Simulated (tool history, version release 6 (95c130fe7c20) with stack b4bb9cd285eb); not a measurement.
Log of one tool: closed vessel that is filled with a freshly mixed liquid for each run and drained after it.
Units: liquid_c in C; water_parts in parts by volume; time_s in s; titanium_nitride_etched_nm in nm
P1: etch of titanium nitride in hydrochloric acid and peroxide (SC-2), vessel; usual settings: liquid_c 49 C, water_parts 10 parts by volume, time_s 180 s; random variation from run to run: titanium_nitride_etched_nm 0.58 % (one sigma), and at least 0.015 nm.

Run 1, day 0.429: liquid_c 49 C, water_parts 10 parts by volume, time_s 180 s. Result: titanium_nitride_etched_nm 4.0606 nm.
Run 2, day 0.892: liquid_c 65 C, water_parts 10 parts by volume, time_s 180 s. Result: titanium_nitride_etched_nm 11.279 nm.
Run 3, day 1.296: liquid_c 49 C, water_parts 10 parts by volume, time_s 180 s. Result: titanium_nitride_etched_nm 4.0654 nm.
Run 4, day 1.617: liquid_c 49 C, water_parts 15.5 parts by volume, time_s 180 s. Result: titanium_nitride_etched_nm 2.7482 nm.
Run 5, day 2.179: liquid_c 49 C, water_parts 10 parts by volume, time_s 180 s. Result: titanium_nitride_etched_nm 4.0502 nm.
At day 2.583: chemicals flow meter replaced.
Run 6, day 2.583: liquid_c 38.5 C, water_parts 10 parts by volume, time_s 310 s. Result: titanium_nitride_etched_nm 3.3903 nm.
Run 7, day 3.079: liquid_c 37.5 C, water_parts 10 parts by volume, time_s 180 s. Result: titanium_nitride_etched_nm 1.8491 nm.
Run 8, day 3.612: liquid_c 49 C, water_parts 4 parts by volume, time_s 180 s. Result: titanium_nitride_etched_nm 8.1351 nm.
Run 9, day 4.029: liquid_c 49 C, water_parts 10 parts by volume, time_s 180 s. Result: titanium_nitride_etched_nm 4.0775 nm.
Run 10, day 4.479: liquid_c 49 C, water_parts 10 parts by volume, time_s 180 s. Result: titanium_nitride_etched_nm 4.0467 nm.
Run 11, day 4.862: liquid_c 63 C, water_parts 6 parts by volume, time_s 180 s. Result: titanium_nitride_etched_nm 15.087 nm.
At day 5.171: thermometer replaced.
Run 12, day 5.321: liquid_c 49 C, water_parts 10 parts by volume, time_s 180 s. Result: titanium_nitride_etched_nm 4.0812 nm.
Run 13, day 5.592: liquid_c 49 C, water_parts 10 parts by volume, time_s 50 s. Result: titanium_nitride_etched_nm 1.1283 nm.
Run 14, day 5.946: liquid_c 49 C, water_parts 10 parts by volume, time_s 305 s. Result: titanium_nitride_etched_nm 6.9525 nm.
Run 15, day 6.346: liquid_c 49 C, water_parts 10 parts by volume, time_s 180 s. Result: titanium_nitride_etched_nm 4.0641 nm.
Run 16, day 6.829: liquid_c 49 C, water_parts 10 parts by volume, time_s 180 s. Result: titanium_nitride_etched_nm 3.904 nm.
Run 17, day 7.188: liquid_c 49 C, water_parts 10 parts by volume, time_s 180 s. Result: titanium_nitride_etched_nm 3.8722 nm.
Run 18, day 7.529: liquid_c 49 C, water_parts 10 parts by volume, time_s 180 s. Result: titanium_nitride_etched_nm 3.8046 nm.
Run 19, day 7.933: liquid_c 49 C, water_parts 10 parts by volume, time_s 180 s. Result: titanium_nitride_etched_nm 3.7803 nm.
Run 20, day 8.208: liquid_c 49 C, water_parts 10 parts by volume, time_s 180 s. Result: titanium_nitride_etched_nm 3.7111 nm.
At day 8.433: new drum of peroxide connected.
Run 21, day 8.533: liquid_c 49 C, water_parts 10 parts by volume, time_s 180 s. Result: titanium_nitride_etched_nm 3.7401 nm.
Run 22, day 8.833: liquid_c 49 C, water_parts 10 parts by volume, time_s 180 s. Result: titanium_nitride_etched_nm 3.7043 nm.
Run 23, day 9.204: liquid_c 49 C, water_parts 10 parts by volume, time_s 180 s. Result: titanium_nitride_etched_nm 3.6902 nm.
Run 24, day 9.754: liquid_c 49 C, water_parts 10 parts by volume, time_s 180 s. Result: titanium_nitride_etched_nm 3.7184 nm.
Run 25, day 10.317: liquid_c 49 C, water_parts 10 parts by volume, time_s 180 s. Result: titanium_nitride_etched_nm 3.6968 nm.
Run 26, day 10.796: liquid_c 49 C, water_parts 10 parts by volume, time_s 180 s. Result: titanium_nitride_etched_nm 3.7158 nm.

What P1 gives has crept away from where it was. These 2 causes fit the log equally well, each at the size given:
A: chemicals flow below the setpoint (%) = 10.9
B: liquid colder than its thermometer reads (K) = 1.44
The creep began at about day 6.346.
Why every other cause is out:
peroxide weaker than its label (%): serviced at day 8.433, which brought nothing back

4 check runs are offered, each on 5 wafers whose results are averaged, their results left as question marks. Which one tells the causes apart?
Run check 1, day 11.275: liquid_c 49 C, water_parts 10 parts by volume, time_s 290 s. Result: titanium_nitride_etched_nm ?.
Run check 2, day 11.275: liquid_c 43 C, water_parts 10 parts by volume, time_s 180 s. Result: titanium_nitride_etched_nm ?.
Run check 3, day 11.275: liquid_c 38.5 C, water_parts 4 parts by volume, time_s 180 s. Result: titanium_nitride_etched_nm ?.
Run check 4, day 11.275: liquid_c 57.5 C, water_parts 10 parts by volume, time_s 70 s. Result: titanium_nitride_etched_nm ?.

What each check would give under each cause:
  check                      result    if A    if B
check 1  titanium_nitride_etched_nm  5.9521  5.9521
check 2  titanium_nitride_etched_nm  2.4513  2.4422
check 3  titanium_nitride_etched_nm  3.6345  3.5435
check 4  titanium_nitride_etched_nm  2.5042  2.5166
How far apart the two closest causes lie, in the result that separates them most: check 1 0 %; check 2 0.37 %; check 3 2.54 %; check 4 0.49 %
Only check 3 tells the causes apart: in the others they would give nearly the same result.

Then check 3 was run and gave: titanium_nitride_etched_nm 3.5456 nm. Which cause is it?

It is B: liquid colder than its thermometer reads (K).
